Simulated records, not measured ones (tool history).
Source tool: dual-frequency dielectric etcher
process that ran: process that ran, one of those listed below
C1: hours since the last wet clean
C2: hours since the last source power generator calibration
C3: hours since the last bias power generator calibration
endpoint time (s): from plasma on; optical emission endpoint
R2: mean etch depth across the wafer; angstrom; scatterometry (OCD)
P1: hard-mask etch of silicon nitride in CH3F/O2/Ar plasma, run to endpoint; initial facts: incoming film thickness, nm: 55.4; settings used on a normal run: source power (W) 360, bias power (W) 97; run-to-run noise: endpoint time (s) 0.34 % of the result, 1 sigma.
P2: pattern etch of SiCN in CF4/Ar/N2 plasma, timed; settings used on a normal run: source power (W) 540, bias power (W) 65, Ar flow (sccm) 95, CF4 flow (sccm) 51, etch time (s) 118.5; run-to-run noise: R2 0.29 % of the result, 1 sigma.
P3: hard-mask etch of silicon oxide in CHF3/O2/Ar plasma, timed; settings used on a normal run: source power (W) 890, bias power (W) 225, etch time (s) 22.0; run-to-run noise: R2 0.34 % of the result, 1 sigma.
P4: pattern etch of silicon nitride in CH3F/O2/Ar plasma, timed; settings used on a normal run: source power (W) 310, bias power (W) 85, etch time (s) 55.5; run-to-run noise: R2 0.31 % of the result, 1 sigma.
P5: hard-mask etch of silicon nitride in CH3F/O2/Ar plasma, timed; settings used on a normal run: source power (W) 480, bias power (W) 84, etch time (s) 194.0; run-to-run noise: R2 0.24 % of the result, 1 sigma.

{"run": 1, "hour": 8.6, "process that ran": "P1", "source power (W)": 360, "bias power (W)": 97, "C1": 153.6, "C2": 1862.8, "C3": 504.4, "endpoint time (s)": 72.855}
{"run": 2, "hour": 21.1, "process that ran": "P1", "source power (W)": 360, "bias power (W)": 97, "C1": 166.1, "C2": 1875.3, "C3": 516.9, "endpoint time (s)": 73.237}
{"run": 3, "hour": 28.2, "process that ran": "P4", "source power (W)": 420, "bias power (W)": 85, "etch time (s)": 55.5, "C1": 173.2, "C2": 1882.4, "C3": 524.0, "R2": 421.92}
{"run": 4, "hour": 35.2, "process that ran": "P1", "source power (W)": 280, "bias power (W)": 97, "C1": 180.2, "C2": 1889.4, "C3": 531.0, "endpoint time (s)": 80.402}
{"run": 5, "hour": 46.1, "process that ran": "P4", "source power (W)": 310, "bias power (W)": 85, "etch time (s)": 82.5, "C1": 191.1, "C2": 1900.3, "C3": 541.9, "R2": 555.91}
{"run": 6, "hour": 53.5, "process that ran": "P1", "source power (W)": 360, "bias power (W)": 97, "C1": 198.5, "C2": 1907.7, "C3": 549.3, "endpoint time (s)": 73.38}
{"run": 7, "hour": 59.4, "process that ran": "P1", "source power (W)": 290, "bias power (W)": 114, "C1": 204.4, "C2": 1913.6, "C3": 555.2, "endpoint time (s)": 75.028}
{"run": 8, "hour": 66.8, "process that ran": "P5", "source power (W)": 340, "bias power (W)": 84, "etch time (s)": 194.0, "C1": 211.8, "C2": 1921.0, "C3": 562.6, "R2": 1312.7}
{"run": 9, "hour": 79.6, "process that ran": "P4", "source power (W)": 310, "bias power (W)": 85, "etch time (s)": 55.5, "C1": 224.6, "C2": 1933.8, "C3": 575.4, "R2": 373.07}
{"run": 10, "hour": 92.7, "process that ran": "P3", "source power (W)": 890, "bias power (W)": 225, "etch time (s)": 22.0, "C1": 237.7, "C2": 1946.9, "C3": 588.5, "R2": 538.8}
{"run": 11, "hour": 102.5, "process that ran": "P1", "source power (W)": 360, "bias power (W)": 97, "C1": 247.5, "C2": 1956.7, "C3": 598.3, "endpoint time (s)": 73.007}
{"run": 12, "hour": 114.7, "process that ran": "P3", "source power (W)": 680, "bias power (W)": 225, "etch time (s)": 22.0, "C1": 259.7, "C2": 1968.9, "C3": 610.5, "R2": 490.05}
{"run": 13, "hour": 125.0, "process that ran": "P2", "source power (W)": 540, "bias power (W)": 65, "etch time (s)": 118.5, "Ar flow (sccm)": 95, "CF4 flow (sccm)": 51, "C1": 270.0, "C2": 1979.2, "C3": 620.8, "R2": 1081.9}
{"run": 14, "hour": 136.7, "process that ran": "P1", "source power (W)": 460, "bias power (W)": 77, "C1": 281.7, "C2": 1990.9, "C3": 632.5, "endpoint time (s)": 72.425}
{"run": 15, "hour": 145.7, "process that ran": "P5", "source power (W)": 480, "bias power (W)": 119, "etch time (s)": 194.0, "C1": 290.7, "C2": 1999.9, "C3": 641.5, "R2": 1684.4}
{"run": 16, "hour": 151.9, "process that ran": "P1", "source power (W)": 360, "bias power (W)": 120, "C1": 296.9, "C2": 2006.1, "C3": 647.7, "endpoint time (s)": 67.728}
{"run": 17, "hour": 159.7, "process that ran": "P1", "source power (W)": 500, "bias power (W)": 97, "C1": 304.7, "C2": 2013.9, "C3": 655.5, "endpoint time (s)": 65.055}
{"run": 18, "hour": 172.3, "process that ran": "P5", "source power (W)": 480, "bias power (W)": 84, "etch time (s)": 194.0, "C1": 317.3, "C2": 2026.5, "C3": 668.1, "R2": 1486.0}
{"run": 19, "hour": 179.5, "process that ran": "P1", "source power (W)": 360, "bias power (W)": 97, "C1": 324.5, "C2": 2033.7, "C3": 675.3, "endpoint time (s)": 73.553}
{"run": 20, "hour": 188.4, "process that ran": "P5", "source power (W)": 480, "bias power (W)": 84, "etch time (s)": 106.5, "C1": 333.4, "C2": 2042.6, "C3": 684.2, "R2": 817.03}
{"run": 21, "hour": 198.6, "process that ran": "P2", "source power (W)": 710, "bias power (W)": 65, "etch time (s)": 118.5, "Ar flow (sccm)": 95, "CF4 flow (sccm)": 51, "C1": 343.6, "C2": 2052.8, "C3": 694.4, "R2": 1376.3}
{"run": 22, "hour": 211.3, "process that ran": "P2", "source power (W)": 540, "bias power (W)": 65, "etch time (s)": 118.5, "Ar flow (sccm)": 62, "CF4 flow (sccm)": 51, "C1": 356.3, "C2": 2065.5, "C3": 707.1, "R2": 1159.7}
{"run": 23, "hour": 222.0, "process that ran": "P3", "source power (W)": 890, "bias power (W)": 225, "etch time (s)": 29.5, "C1": 367.0, "C2": 2076.2, "C3": 717.8, "R2": 725.08}
{"run": 24, "hour": 230.6, "process that ran": "P4", "source power (W)": 310, "bias power (W)": 85, "etch time (s)": 55.5, "C1": 375.6, "C2": 2084.8, "C3": 726.4, "R2": 374.44}
{"run": 25, "hour": 242.8, "process that ran": "P2", "source power (W)": 540, "bias power (W)": 81, "etch time (s)": 118.5, "Ar flow (sccm)": 95, "CF4 flow (sccm)": 51, "C1": 387.8, "C2": 2097.0, "C3": 738.6, "R2": 1174.2}
{"run": 26, "hour": 256.3, "process that ran": "P2", "source power (W)": 540, "bias power (W)": 65, "etch time (s)": 79.0, "Ar flow (sccm)": 95, "CF4 flow (sccm)": 51, "C1": 401.3, "C2": 2110.5, "C3": 752.1, "R2": 722.95}
{"run": 27, "hour": 262.4, "process that ran": "P4", "source power (W)": 310, "bias power (W)": 53, "etch time (s)": 55.5, "C1": 407.4, "C2": 2116.6, "C3": 758.2, "R2": 317.63}
{"run": 28, "hour": 273.5, "process that ran": "P1", "source power (W)": 360, "bias power (W)": 97, "C1": 418.5, "C2": 2127.7, "C3": 769.3, "endpoint time (s)": 73.46}
{"run": 29, "hour": 281.3, "process that ran": "P3", "source power (W)": 890, "bias power (W)": 137, "etch time (s)": 22.0, "C1": 426.3, "C2": 2135.5, "C3": 777.1, "R2": 461.53}
{"run": 30, "hour": 290.9, "process that ran": "P1", "source power (W)": 360, "bias power (W)": 97, "C1": 435.9, "C2": 2145.1, "C3": 786.7, "endpoint time (s)": 73.363}
{"run": 31, "hour": 302.0, "process that ran": "P2", "source power (W)": 540, "bias power (W)": 65, "etch time (s)": 118.5, "Ar flow (sccm)": 95, "CF4 flow (sccm)": 41, "C1": 447.0, "C2": 2156.2, "C3": 797.8, "R2": 1040.9}
{"run": 32, "hour": 312.2, "process that ran": "P1", "source power (W)": 360, "bias power (W)": 78, "C1": 457.2, "C2": 2166.4, "C3": 808.0, "endpoint time (s)": 79.289}
{"run": 33, "hour": 324.0, "process that ran": "P1", "source power (W)": 360, "bias power (W)": 97, "C1": 469.0, "C2": 2178.2, "C3": 819.8, "endpoint time (s)": 72.974}
{"run": 34, "hour": 333.6, "process that ran": "P1", "source power (W)": 360, "bias power (W)": 97, "C1": 478.6, "C2": 2187.8, "C3": 829.4, "endpoint time (s)": 73.802}
{"run": 35, "hour": 345.2, "process that ran": "P1", "source power (W)": 360, "bias power (W)": 97, "C1": 490.2, "C2": 2199.4, "C3": 841.0, "endpoint time (s)": 74.371}
{"run": 36, "hour": 352.4, "process that ran": "P1", "source power (W)": 360, "bias power (W)": 97, "C1": 497.4, "C2": 2206.6, "C3": 848.2, "endpoint time (s)": 74.679}
{"run": 37, "hour": 362.7, "process that ran": "P1", "source power (W)": 360, "bias power (W)": 97, "C1": 507.7, "C2": 2216.9, "C3": 858.5, "endpoint time (s)": 74.583}
{"hour": 371.7, "done": "wet clean of the chamber"}
{"run": 38, "hour": 372.4, "process that ran": "P1", "source power (W)": 360, "bias power (W)": 97, "C1": 0.8, "C2": 2226.6, "C3": 868.2, "endpoint time (s)": 75.053}
{"run": 39, "hour": 382.8, "process that ran": "P1", "source power (W)": 360, "bias power (W)": 97, "C1": 11.2, "C2": 2237.0, "C3": 878.6, "endpoint time (s)": 74.356}
{"run": 40, "hour": 392.8, "process that ran": "P1", "source power (W)": 360, "bias power (W)": 97, "C1": 21.2, "C2": 2247.0, "C3": 888.6, "endpoint time (s)": 74.593}

The log shows P1 creeping away from where it was. Any of the 2 causes listed here, at the size stated for it, fits the log just as well as the others:
A: bias power that arrives under what is set, % = 4.55
B: source power that arrives under what is set, % = 4.48
The creep began at about hour 324.0.
Why every other cause is out:
chamber walls in a state that lowers the etch rate, %: work on it at hour 371.7, done after the drift set in, did not restore what the process gave before

Listed below are the offered check runs, one wafer per run, with question marks in place of results. For which of them would the causes give clearly different outcomes?
{"run": "check 1", "hour": 402.8, "process that ran": "P4", "source power (W)": 310, "bias power (W)": 85, "etch time (s)": 55.5, "R2": "?"}
{"run": "check 2", "hour": 402.8, "process that ran": "P5", "source power (W)": 480, "bias power (W)": 84, "etch time (s)": 194.0, "R2": "?"}
{"run": "check 3", "hour": 402.8, "process that ran": "P2", "source power (W)": 540, "bias power (W)": 65, "etch time (s)": 118.5, "Ar flow (sccm)": 95, "CF4 flow (sccm)": 51, "R2": "?"}
{"run": "check 4", "hour": 402.8, "process that ran": "P3", "source power (W)": 890, "bias power (W)": 225, "etch time (s)": 22.0, "R2": "?"}

How each check would come out, cause by cause:
check=check_1 result=R2 if_A=368.13 if_B=368.00
check=check_2 result=R2 if_A=1463.20 if_B=1461.70
check=check_3 result=R2 if_A=1065.00 if_B=1039.80
check=check_4 result=R2 if_A=533.10 if_B=532.26
Smallest distance between any two causes, each pair judged by its most separating result, in per cent: check 1 0.03 %; check 2 0.1 %; check 3 2.4 %; check 4 0.16 %
The other checks would show nearly matching results whichever cause is true, so check 3 is the only one that separates the causes.

Check 3 was carried out, with these results: R2 1060.60 angstrom. Which of the listed causes is responsible?

The cause is A: bias power that arrives under what is set, %.
